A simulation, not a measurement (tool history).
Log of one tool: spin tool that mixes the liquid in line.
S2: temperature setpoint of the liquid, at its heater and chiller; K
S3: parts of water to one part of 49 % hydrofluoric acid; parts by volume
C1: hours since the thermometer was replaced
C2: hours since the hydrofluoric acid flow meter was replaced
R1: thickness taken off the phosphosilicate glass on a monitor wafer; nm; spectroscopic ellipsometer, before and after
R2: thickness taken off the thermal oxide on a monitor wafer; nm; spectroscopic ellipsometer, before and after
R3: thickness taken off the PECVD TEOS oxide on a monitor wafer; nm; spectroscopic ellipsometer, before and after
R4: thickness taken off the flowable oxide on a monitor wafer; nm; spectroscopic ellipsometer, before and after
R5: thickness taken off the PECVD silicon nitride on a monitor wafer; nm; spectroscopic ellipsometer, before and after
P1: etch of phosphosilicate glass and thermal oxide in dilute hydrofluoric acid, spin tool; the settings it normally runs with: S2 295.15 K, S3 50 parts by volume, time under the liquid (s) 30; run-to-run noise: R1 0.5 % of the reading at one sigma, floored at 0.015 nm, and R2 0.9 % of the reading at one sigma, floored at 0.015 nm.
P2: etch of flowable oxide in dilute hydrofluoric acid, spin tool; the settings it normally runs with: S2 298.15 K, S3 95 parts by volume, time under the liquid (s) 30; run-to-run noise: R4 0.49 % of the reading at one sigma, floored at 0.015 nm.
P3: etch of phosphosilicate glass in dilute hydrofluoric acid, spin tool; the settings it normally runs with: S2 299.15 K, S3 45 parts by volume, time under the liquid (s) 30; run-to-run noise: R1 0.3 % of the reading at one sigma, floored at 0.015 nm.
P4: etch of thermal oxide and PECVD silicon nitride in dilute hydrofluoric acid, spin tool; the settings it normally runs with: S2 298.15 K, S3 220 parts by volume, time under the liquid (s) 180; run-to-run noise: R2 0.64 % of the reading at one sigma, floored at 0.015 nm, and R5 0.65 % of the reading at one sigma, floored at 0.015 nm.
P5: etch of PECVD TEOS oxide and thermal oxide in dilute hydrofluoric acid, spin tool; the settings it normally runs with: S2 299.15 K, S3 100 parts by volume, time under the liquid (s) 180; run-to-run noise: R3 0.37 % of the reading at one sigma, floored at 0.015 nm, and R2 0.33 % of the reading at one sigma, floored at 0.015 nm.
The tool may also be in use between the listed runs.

Run 1, hour 4.1: process that ran P1, S2 295.15 K, S3 50 parts by volume, time under the liquid (s) 30; C1 1081; C2 700.4. Result: R1 115.89 nm, R2 2.8449 nm.
Run 2, hour 8: process that ran P3, S2 299.15 K, S3 45 parts by volume, time under the liquid (s) 30; C1 1084.9; C2 704.3. Result: R1 104 nm.
Run 3, hour 11.1: process that ran P5, S2 299.15 K, S3 45 parts by volume, time under the liquid (s) 180; C1 1088; C2 707.4. Result: R2 21.108 nm, R3 78.306 nm.
Run 4, hour 14: process that ran P2, S2 290.65 K, S3 95 parts by volume, time under the liquid (s) 30; C1 1090.9; C2 710.3. Result: R4 14.874 nm.
Run 5, hour 19: process that ran P4, S2 292.65 K, S3 220 parts by volume, time under the liquid (s) 180; C1 1095.9; C2 715.3. Result: R2 2.7773 nm, R5 2.7959 nm.
Run 6, hour 25: process that ran P1, S2 295.15 K, S3 50 parts by volume, time under the liquid (s) 50; C1 1101.9; C2 721.3. Result: R1 194.8 nm, R2 4.6683 nm.
Run 7, hour 29.8: process that ran P1, S2 295.15 K, S3 50 parts by volume, time under the liquid (s) 30; C1 1106.7; C2 726.1. Result: R1 116.72 nm, R2 2.7749 nm.
Run 8, hour 35.6: process that ran P4, S2 298.15 K, S3 220 parts by volume, time under the liquid (s) 30; C1 1112.5; C2 731.9. Result: R2 0.57815 nm, R5 0.65702 nm.
At hour 36.9: thermometer replaced.
Run 9, hour 39: process that ran P5, S2 299.15 K, S3 100 parts by volume, time under the liquid (s) 180; C1 2.1; C2 735.3. Result: R2 8.8947 nm, R3 32.604 nm.
Run 10, hour 43.7: process that ran P3, S2 291.65 K, S3 45 parts by volume, time under the liquid (s) 30; C1 6.8; C2 740. Result: R1 76.115 nm.
Run 11, hour 48.5: process that ran P5, S2 299.15 K, S3 100 parts by volume, time under the liquid (s) 180; C1 11.6; C2 744.8. Result: R2 8.8074 nm, R3 32.98 nm.
Run 12, hour 52: process that ran P3, S2 299.15 K, S3 25 parts by volume, time under the liquid (s) 30; C1 15.1; C2 748.3. Result: R1 192.79 nm.
Run 13, hour 55.6: process that ran P2, S2 298.15 K, S3 95 parts by volume, time under the liquid (s) 30; C1 18.7; C2 751.9. Result: R4 20.194 nm.
Run 14, hour 59: process that ran P4, S2 298.15 K, S3 125 parts by volume, time under the liquid (s) 180; C1 22.1; C2 755.3. Result: R2 6.7007 nm, R5 7.0017 nm.
Run 15, hour 62.6: process that ran P1, S2 295.15 K, S3 75 parts by volume, time under the liquid (s) 30; C1 25.7; C2 758.9. Result: R1 75.083 nm, R2 1.7949 nm.
Run 16, hour 67.9: process that ran P1, S2 295.15 K, S3 25 parts by volume, time under the liquid (s) 60; C1 31; C2 764.2. Result: R1 481.95 nm, R2 11.346 nm.
Run 17, hour 73.5: process that ran P1, S2 295.15 K, S3 50 parts by volume, time under the liquid (s) 30; C1 36.6; C2 769.8. Result: R1 116.85 nm, R2 2.802 nm.
Run 18, hour 76.7: process that ran P1, S2 295.15 K, S3 50 parts by volume, time under the liquid (s) 30; C1 39.8; C2 773. Result: R1 117.81 nm, R2 2.7923 nm.
Run 19, hour 81.5: process that ran P2, S2 298.15 K, S3 95 parts by volume, time under the liquid (s) 30; C1 44.6; C2 777.8. Result: R4 20.211 nm.
Run 20, hour 86.1: process that ran P3, S2 299.15 K, S3 45 parts by volume, time under the liquid (s) 50; C1 49.2; C2 782.4. Result: R1 174.19 nm.
Run 21, hour 91.1: process that ran P3, S2 299.15 K, S3 45 parts by volume, time under the liquid (s) 30; C1 54.2; C2 787.4. Result: R1 105.01 nm.
Run 22, hour 96.6: process that ran P1, S2 295.15 K, S3 50 parts by volume, time under the liquid (s) 30; C1 59.7; C2 792.9. Result: R1 117.73 nm, R2 2.7728 nm.
Run 23, hour 100: process that ran P5, S2 305.15 K, S3 100 parts by volume, time under the liquid (s) 180; C1 63.1; C2 796.3. Result: R2 11.07 nm, R3 40.876 nm.
Run 24, hour 104.5: process that ran P2, S2 298.15 K, S3 170 parts by volume, time under the liquid (s) 30; C1 67.6; C2 800.8. Result: R4 10.313 nm.
Run 25, hour 110.3: process that ran P4, S2 298.15 K, S3 220 parts by volume, time under the liquid (s) 180; C1 73.4; C2 806.6. Result: R2 3.4572 nm, R5 3.9262 nm.
Run 26, hour 113.6: process that ran P1, S2 295.15 K, S3 50 parts by volume, time under the liquid (s) 30; C1 76.7; C2 809.9. Result: R1 116.49 nm, R2 2.7828 nm.
Run 27, hour 118.8: process that ran P1, S2 295.15 K, S3 50 parts by volume, time under the liquid (s) 15; C1 81.9; C2 815.1. Result: R1 58.524 nm, R2 1.406 nm.
Run 28, hour 122.6: process that ran P1, S2 290.15 K, S3 50 parts by volume, time under the liquid (s) 30; C1 85.7; C2 818.9. Result: R1 94.829 nm, R2 2.2659 nm.
Run 29, hour 128.1: process that ran P2, S2 298.15 K, S3 95 parts by volume, time under the liquid (s) 15; C1 91.2; C2 824.4. Result: R4 10.212 nm.
Run 30, hour 133.1: process that ran P5, S2 299.15 K, S3 100 parts by volume, time under the liquid (s) 330; C1 96.2; C2 829.4. Result: R2 16.21 nm, R3 59.835 nm.
Run 31, hour 138.7: process that ran P1, S2 290.15 K, S3 75 parts by volume, time under the liquid (s) 30; C1 101.8; C2 835. Result: R1 61.665 nm, R2 1.4435 nm.
Run 32, hour 141.4: process that ran P1, S2 291.65 K, S3 50 parts by volume, time under the liquid (s) 50; C1 104.5; C2 837.7. Result: R1 166.77 nm, R2 3.9785 nm.
Run 33, hour 145.2: process that ran P1, S2 295.15 K, S3 20 parts by volume, time under the liquid (s) 30; C1 108.3; C2 841.5. Result: R1 305.21 nm, R2 7.3517 nm.
Run 34, hour 148.4: process that ran P1, S2 298.65 K, S3 50 parts by volume, time under the liquid (s) 30; C1 111.5; C2 844.7. Result: R1 134.87 nm, R2 3.2894 nm.
Run 35, hour 153.8: process that ran P1, S2 295.15 K, S3 50 parts by volume, time under the liquid (s) 30; C1 116.9; C2 850.1. Result: R1 117.97 nm, R2 2.7876 nm.
Run 36, hour 159.6: process that ran P1, S2 295.15 K, S3 50 parts by volume, time under the liquid (s) 30; C1 122.7; C2 855.9. Result: R1 121.37 nm, R2 2.9121 nm.
Run 37, hour 163.6: process that ran P1, S2 295.15 K, S3 50 parts by volume, time under the liquid (s) 30; C1 126.7; C2 859.9. Result: R1 123.46 nm, R2 2.9566 nm.
Run 38, hour 167.5: process that ran P1, S2 295.15 K, S3 50 parts by volume, time under the liquid (s) 30; C1 130.6; C2 863.8. Result: R1 125.62 nm, R2 3.035 nm.
Run 39, hour 171.5: process that ran P1, S2 295.15 K, S3 50 parts by volume, time under the liquid (s) 30; C1 134.6; C2 867.8. Result: R1 125.7 nm, R2 3.029 nm.
Run 40, hour 176: process that ran P1, S2 295.15 K, S3 50 parts by volume, time under the liquid (s) 30; C1 139.1; C2 872.3. Result: R1 126.45 nm, R2 3.0162 nm.
Run 41, hour 179.4: process that ran P1, S2 295.15 K, S3 50 parts by volume, time under the liquid (s) 30; C1 142.5; C2 875.7. Result: R1 126.12 nm, R2 3.0261 nm.
Run 42, hour 182.7: process that ran P1, S2 295.15 K, S3 50 parts by volume, time under the liquid (s) 30; C1 145.8; C2 879. Result: R1 127.34 nm, R2 3.0813 nm.
Run 43, hour 185.9: process that ran P1, S2 295.15 K, S3 50 parts by volume, time under the liquid (s) 30; C1 149; C2 882.2. Result: R1 127.36 nm, R2 3.0127 nm.
Run 44, hour 189.4: process that ran P1, S2 295.15 K, S3 50 parts by volume, time under the liquid (s) 30; C1 152.5; C2 885.7. Result: R1 128.01 nm, R2 3.0405 nm.
Run 45, hour 195.3: process that ran P1, S2 295.15 K, S3 50 parts by volume, time under the liquid (s) 30; C1 158.4; C2 891.6. Result: R1 128.09 nm, R2 3.0637 nm.

Something has made what P1 gives creep away from where it was; the 2 causes below, each at its own stated size, fit the log equally well:
A: liquid hotter than its thermometer reads (K) = 2.18
B: hydrofluoric acid flow above the setpoint (%) = 8.87
The gradual shift began around hour 153.8.

Each of the 4 check runs below uses one wafer; its results are left as question marks. Which run tells the causes apart?
Run check 1, hour 201.2: process that ran P5, S2 299.15 K, S3 60 parts by volume, time under the liquid (s) 255. Result: R2 ?, R3 ?.
Run check 2, hour 201.2: process that ran P2, S2 291.15 K, S3 170 parts by volume, time under the liquid (s) 30. Result: R4 ?.
Run check 3, hour 201.2: process that ran P3, S2 292.15 K, S3 45 parts by volume, time under the liquid (s) 45. Result: R1 ?.
Run check 4, hour 201.2: process that ran P4, S2 294.15 K, S3 220 parts by volume, time under the liquid (s) 180. Result: R2 ?, R5 ?.

Check results expected under each cause:
  check  result    if A    if B
check 1      R2  23.948  24.068
check 1      R3  89.108  89.551
check 2      R4  8.6119  8.7159
check 3      R1  127.97  127.53
check 4      R2  3.1983  3.2678
check 4      R5  3.5349  3.3409
Minimum pairwise separation of causes per check, each pair taken at its best-separating result: check 1 0.5 %; check 2 1.2 %; check 3 0.35 %; check 4 5.64 %
Check 4 distinguishes between the causes, while the remaining checks would return nearly the same result for all of them.

Check 4 was then run and gave: R2 3.2965 nm; R5 3.3569 nm. Which cause is it?

B is the cause: hydrofluoric acid flow above the setpoint (%).
